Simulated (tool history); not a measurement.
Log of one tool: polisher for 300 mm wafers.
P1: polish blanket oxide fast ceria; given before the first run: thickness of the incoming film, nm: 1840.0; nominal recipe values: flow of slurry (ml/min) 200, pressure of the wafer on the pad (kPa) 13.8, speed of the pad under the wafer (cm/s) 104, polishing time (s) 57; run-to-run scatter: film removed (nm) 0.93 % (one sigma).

run	hour	flow of slurry (ml/min)	pressure of the wafer on the pad (kPa)	speed of the pad under the wafer (cm/s)	polishing time (s)	film removed (nm)
1	3.8	200	13.8	104	57	568.89
2	8.7	200	13.8	104	57	575.10
3	17.0	200	17.9	104	71	908.40
4	22.2	300	13.8	104	44	460.09
5	26.2	120	13.8	104	57	520.91
6	32.4	200	22.1	104	57	910.76
7	40.8	200	13.8	66	57	361.36
8	49.3	200	13.8	104	84	838.59
9	56.2	200	13.8	104	40	404.57
10	64.3	200	13.8	104	57	572.68
11	70.1	200	13.8	160	57	878.79
# hour 72.2: head pressure recalibrated
12	77.2	200	13.8	104	57	564.23
# hour 77.7: slurry nozzle cleaned
13	81.6	200	13.8	78	37	277.89
14	87.9	200	7.6	104	57	318.59
15	96.5	280	13.8	104	57	602.79
16	103.9	200	13.8	104	57	568.87
17	109.7	200	13.8	104	57	570.66

Run 18, settings as shown, results not yet in. Your forecast:
18	118.2	200	13.8	104	57	?

Run 18 yielded film removed (nm) 555.49.
